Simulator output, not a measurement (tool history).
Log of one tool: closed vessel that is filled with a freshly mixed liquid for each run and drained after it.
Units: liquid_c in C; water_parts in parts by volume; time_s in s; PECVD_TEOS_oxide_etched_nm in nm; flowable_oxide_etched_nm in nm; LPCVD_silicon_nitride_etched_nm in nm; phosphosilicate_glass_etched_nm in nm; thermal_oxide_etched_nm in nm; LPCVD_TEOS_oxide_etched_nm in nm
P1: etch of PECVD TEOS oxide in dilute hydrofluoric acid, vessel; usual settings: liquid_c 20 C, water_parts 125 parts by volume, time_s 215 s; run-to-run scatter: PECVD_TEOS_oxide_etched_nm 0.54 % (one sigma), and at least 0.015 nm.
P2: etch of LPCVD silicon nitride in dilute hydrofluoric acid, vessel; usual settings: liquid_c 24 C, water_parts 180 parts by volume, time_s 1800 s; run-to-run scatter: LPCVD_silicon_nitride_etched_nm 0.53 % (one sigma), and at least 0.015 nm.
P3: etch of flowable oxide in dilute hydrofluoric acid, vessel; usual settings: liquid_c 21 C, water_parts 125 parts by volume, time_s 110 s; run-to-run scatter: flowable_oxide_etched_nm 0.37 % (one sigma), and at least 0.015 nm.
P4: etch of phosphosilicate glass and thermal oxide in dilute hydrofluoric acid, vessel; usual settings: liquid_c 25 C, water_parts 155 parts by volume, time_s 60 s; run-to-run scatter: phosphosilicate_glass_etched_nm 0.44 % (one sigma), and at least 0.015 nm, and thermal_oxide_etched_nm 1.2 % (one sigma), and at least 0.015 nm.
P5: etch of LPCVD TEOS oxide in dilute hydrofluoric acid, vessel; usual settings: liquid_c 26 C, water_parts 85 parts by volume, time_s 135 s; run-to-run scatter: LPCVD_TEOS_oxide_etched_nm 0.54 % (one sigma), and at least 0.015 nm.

run	day	process	liquid_c	water_parts	time_s	hours since the thermometer was replaced	hours since the hydrofluoric acid flow meter was replaced	PECVD_TEOS_oxide_etched_nm	flowable_oxide_etched_nm	LPCVD_silicon_nitride_etched_nm	phosphosilicate_glass_etched_nm	thermal_oxide_etched_nm	LPCVD_TEOS_oxide_etched_nm
1	0.521	P1	20	125	215	1393.9	157.5	41.001					
2	0.962	P3	21	125	110	1404.5	168.1		27.219				
3	1.333	P1	20	125	400	1413.4	177	75.791					
4	1.938	P2	24	45	1800	1427.9	191.5			18.722			
5	2.338	P4	17	155	60	1437.5	201.1				27.751	1.3405	
6	2.854	P5	26	85	210	1449.9	213.5						47.647
7	3.375	P1	20	125	80	1462.4	226	15.287					
8	3.821	P1	17	125	215	1473.1	236.7	36.618					
9	4.233	P3	21	175	110	1483	246.6		18.544				
10	4.871	P1	20	125	215	1498.3	261.9	40.819					
11	5.367	P2	30	180	1800	1510.2	273.8			6.9433			
12	5.712	P1	17	60	215	1518.5	282.1	80.759					
13	6.271	P1	20	125	215	1531.9	295.5	40.83					
14	6.696	P1	20	220	215	1542.1	305.7	21.129					
15	7.112	P5	26	85	135	1552.1	315.7						30.487
16	7.446	P2	24	180	1800	1560.1	323.7			4.7441			
17	8	P5	26	50	135	1573.4	337						54.965
18	8.379	P4	25	155	60	1582.5	346.1				37.834	1.7974	
19	9.058	P1	17	55	215	1598.8	362.4	89.201					
20	9.75	P4	25	285	60	1615.4	379				17.803	0.86216	
21	10.167	P4	25	155	100	1625.4	389				63.473	3.0647	
22	10.479	P3	21	125	210	1632.9	396.5		52.06				
23	11.071	P1	25.5	125	215	1647.1	410.7	50.941					
24	11.646	P3	21	125	110	1660.9	424.5		27.211				
# day 12.133: thermometer replaced
25	12.329	P4	25	155	60	4.8	440.9				37.904	1.7926	
26	12.65	P1	20	125	215	12.5	448.6	41.014					
27	13.058	P5	32	85	135	22.3	458.4						38.719
28	13.717	P1	20	125	215	38.1	474.2	40.652					
29	14.35	P3	17	125	110	53.3	489.4		23.153				
30	14.892	P2	24	180	385	66.3	502.4			1.0222			
31	15.35	P1	20	55	215	77.3	513.4	100.9					
32	15.738	P1	20	125	215	86.6	522.7	41.42					
33	16.125	P1	20	125	215	95.9	532	41.728					
34	16.533	P1	20	125	215	105.7	541.8	41.932					
35	17.208	P1	20	125	215	121.9	558	42.706					
36	17.762	P1	20	125	215	135.2	571.3	43.032					
37	18.104	P1	20	125	215	143.4	579.5	43.28					

The next listed run, before its measurement:
38	18.612	P1	20	125	215	155.6	591.7	?					

PECVD_TEOS_oxide_etched_nm: 43.512 nm

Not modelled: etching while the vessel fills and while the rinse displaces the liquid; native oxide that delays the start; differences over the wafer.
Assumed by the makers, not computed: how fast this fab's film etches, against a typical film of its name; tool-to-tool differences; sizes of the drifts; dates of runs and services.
